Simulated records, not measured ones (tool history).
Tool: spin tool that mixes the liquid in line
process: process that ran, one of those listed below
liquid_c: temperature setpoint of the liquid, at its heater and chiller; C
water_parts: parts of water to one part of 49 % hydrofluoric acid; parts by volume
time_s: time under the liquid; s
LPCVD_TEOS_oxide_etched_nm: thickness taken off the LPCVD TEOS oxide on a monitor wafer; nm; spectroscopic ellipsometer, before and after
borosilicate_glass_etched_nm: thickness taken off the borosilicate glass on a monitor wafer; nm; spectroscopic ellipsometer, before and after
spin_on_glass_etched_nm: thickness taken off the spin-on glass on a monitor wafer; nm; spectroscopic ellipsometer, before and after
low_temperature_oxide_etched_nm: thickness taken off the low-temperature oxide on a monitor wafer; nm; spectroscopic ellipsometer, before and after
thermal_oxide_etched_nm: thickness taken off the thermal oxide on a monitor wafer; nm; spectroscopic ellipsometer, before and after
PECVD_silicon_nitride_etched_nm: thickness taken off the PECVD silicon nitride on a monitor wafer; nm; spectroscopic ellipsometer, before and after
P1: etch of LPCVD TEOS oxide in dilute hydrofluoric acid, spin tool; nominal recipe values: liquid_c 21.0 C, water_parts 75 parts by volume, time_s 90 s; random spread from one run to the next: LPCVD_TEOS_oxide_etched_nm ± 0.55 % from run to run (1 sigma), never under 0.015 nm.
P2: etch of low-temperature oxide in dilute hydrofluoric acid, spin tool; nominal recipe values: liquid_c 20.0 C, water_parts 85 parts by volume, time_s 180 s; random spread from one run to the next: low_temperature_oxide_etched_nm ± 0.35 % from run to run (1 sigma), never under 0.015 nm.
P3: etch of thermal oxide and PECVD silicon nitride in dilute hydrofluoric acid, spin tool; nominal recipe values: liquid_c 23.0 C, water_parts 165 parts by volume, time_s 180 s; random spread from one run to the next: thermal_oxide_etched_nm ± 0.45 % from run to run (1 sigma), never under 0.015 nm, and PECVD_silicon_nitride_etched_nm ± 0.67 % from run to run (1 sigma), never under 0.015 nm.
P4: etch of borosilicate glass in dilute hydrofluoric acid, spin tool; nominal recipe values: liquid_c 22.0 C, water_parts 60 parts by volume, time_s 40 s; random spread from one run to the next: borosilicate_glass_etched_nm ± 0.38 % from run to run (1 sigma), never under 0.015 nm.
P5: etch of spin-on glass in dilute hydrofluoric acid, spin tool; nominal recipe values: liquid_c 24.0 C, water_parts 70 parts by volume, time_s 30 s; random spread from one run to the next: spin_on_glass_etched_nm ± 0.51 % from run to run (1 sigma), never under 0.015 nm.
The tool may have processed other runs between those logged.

run,hour,process,liquid_c,water_parts,time_s,hours since the thermometer was replaced,hours since the hydrofluoric acid flow meter was replaced,LPCVD_TEOS_oxide_etched_nm,borosilicate_glass_etched_nm,spin_on_glass_etched_nm,low_temperature_oxide_etched_nm,thermal_oxide_etched_nm,PECVD_silicon_nitride_etched_nm
1,5.8,P1,21.0,75,90,1107.5,345.1,28.7060,,,,,
2,12.1,P1,21.0,75,15,1113.8,351.4,4.7976,,,,,
3,17.0,P4,22.0,20,40,1118.7,356.3,,65.023,,,,
4,24.6,P1,21.0,75,90,1126.3,363.9,28.4320,,,,,
5,29.3,P1,17.0,75,90,1131.0,368.6,24.2240,,,,,
6,35.8,P1,21.0,75,90,1137.5,375.1,28.8160,,,,,
7,40.8,P1,21.0,110,90,1142.5,380.1,18.6360,,,,,
8,47.8,P5,17.5,70,30,1149.5,387.1,,,19.459,,,
9,52.5,P1,26.0,75,90,1154.2,391.8,35.0660,,,,,
10,61.2,P1,21.0,75,90,1162.9,400.5,28.6350,,,,,
11,69.3,P5,24.0,70,55,1171.0,408.6,,,46.711,,,
12,73.3,P5,24.0,25,30,1175.0,412.6,,,75.914,,,
13,78.0,P2,20.0,85,305,1179.7,417.3,,,,42.343,,
14,84.4,P3,23.0,165,180,1186.1,423.7,,,,,4.7698,3.1995
# hour 90.8: hydrofluoric acid flow meter replaced
15,92.0,P2,20.0,85,180,1193.7,1.3,,,,25.018,,
16,98.4,P5,24.0,70,30,1200.1,7.7,,,25.465,,,
17,104.4,P4,22.0,60,40,1206.1,13.7,,20.511,,,,
18,108.5,P1,21.0,75,135,1210.2,17.8,43.4930,,,,,
19,115.9,P2,20.0,135,180,1217.6,25.2,,,,14.763,,
20,121.4,P1,21.0,20,25,1223.1,30.7,31.8200,,,,,
21,129.9,P3,23.0,245,180,1231.6,39.2,,,,,2.9366,2.1642
22,135.4,P1,21.0,25,90,1237.1,44.7,91.3560,,,,,
23,143.3,P4,22.0,60,75,1245.0,52.6,,38.511,,,,
24,149.4,P1,21.0,75,90,1251.1,58.7,29.0140,,,,,
25,156.4,P3,23.0,165,60,1258.1,65.7,,,,,1.5493,1.0569
26,163.4,P1,21.0,75,90,1265.1,72.7,28.5850,,,,,
27,172.1,P2,27.5,85,180,1273.8,81.4,,,,33.730,,
28,180.6,P5,24.0,70,30,1282.3,89.9,,,25.380,,,
29,187.2,P3,19.0,165,180,1288.9,96.5,,,,,4.0480,2.4217
30,193.4,P4,17.0,60,40,1295.1,102.7,,16.518,,,,
31,200.1,P1,21.0,75,90,1301.8,109.4,28.3910,,,,,
32,205.7,P1,21.0,75,90,1307.4,115.0,28.5470,,,,,
33,213.9,P1,21.0,75,90,1315.6,123.2,29.7650,,,,,
34,218.7,P1,21.0,75,90,1320.4,128.0,30.0450,,,,,
35,225.3,P1,21.0,75,90,1327.0,134.6,30.3580,,,,,

Estimate the outcome of run 36 from the log above:
36,229.6,P1,21.0,75,90,1331.3,138.9,?,,,,,

LPCVD_TEOS_oxide_etched_nm: 30.6310 nm
